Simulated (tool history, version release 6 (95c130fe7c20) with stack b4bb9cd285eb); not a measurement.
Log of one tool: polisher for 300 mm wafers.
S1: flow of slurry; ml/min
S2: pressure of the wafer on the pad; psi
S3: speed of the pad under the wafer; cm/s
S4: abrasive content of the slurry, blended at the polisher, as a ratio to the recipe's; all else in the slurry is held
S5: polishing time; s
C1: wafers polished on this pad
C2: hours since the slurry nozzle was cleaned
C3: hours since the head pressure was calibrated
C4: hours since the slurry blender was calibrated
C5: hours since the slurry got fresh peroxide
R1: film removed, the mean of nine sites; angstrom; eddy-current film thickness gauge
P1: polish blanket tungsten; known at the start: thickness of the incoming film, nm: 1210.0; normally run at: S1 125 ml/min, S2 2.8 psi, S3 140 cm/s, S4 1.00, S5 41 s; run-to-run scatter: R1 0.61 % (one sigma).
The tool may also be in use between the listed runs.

run	hour	S1	S2	S3	S4	S5	C1	C2	C3	C4	C5	R1
1	10.9	125	2.8	140	1.00	41	471	100.2	827.3	91.7	68.9	2331.0
2	22.3	125	2.8	140	1.00	59	580	111.6	838.7	103.1	80.3	3350.6
3	30.0	125	2.8	140	1.00	41	654	119.3	846.4	110.8	88.0	2334.1
4	35.8	125	2.8	176	0.65	41	709	125.1	852.2	116.6	93.8	2666.0
5	43.5	125	2.8	140	1.35	41	782	132.8	859.9	124.3	101.5	2504.8
6	50.9	125	2.8	140	1.00	41	853	140.2	867.3	131.7	108.9	2343.3
7	58.5	75	2.8	140	1.00	41	926	147.8	874.9	139.3	116.5	2052.2
8	69.9	165	2.8	140	1.00	28	1035	159.2	886.3	150.7	127.9	1685.8
9	75.5	125	2.8	140	1.00	41	1088	164.8	891.9	156.3	133.5	2315.1
10	82.2	125	2.8	64	1.00	41	1152	171.5	898.6	163.0	140.2	1060.7
11	94.0	125	1.5	140	1.00	41	1265	183.3	910.4	174.8	152.0	1256.5
12	99.9	125	2.8	140	1.00	41	1321	189.2	916.3	180.7	157.9	2309.8
13	109.3	125	2.8	140	1.00	19	1411	198.6	925.7	190.1	167.3	1087.0
14	119.7	125	2.8	212	1.00	41	1510	209.0	936.1	200.5	177.7	3496.1

The next listed run, before its measurement:
15	128.5	125	4.1	140	1.00	41	1594	217.8	944.9	209.3	186.5	?

Run 15 gave R1 3404.9 angstrom.

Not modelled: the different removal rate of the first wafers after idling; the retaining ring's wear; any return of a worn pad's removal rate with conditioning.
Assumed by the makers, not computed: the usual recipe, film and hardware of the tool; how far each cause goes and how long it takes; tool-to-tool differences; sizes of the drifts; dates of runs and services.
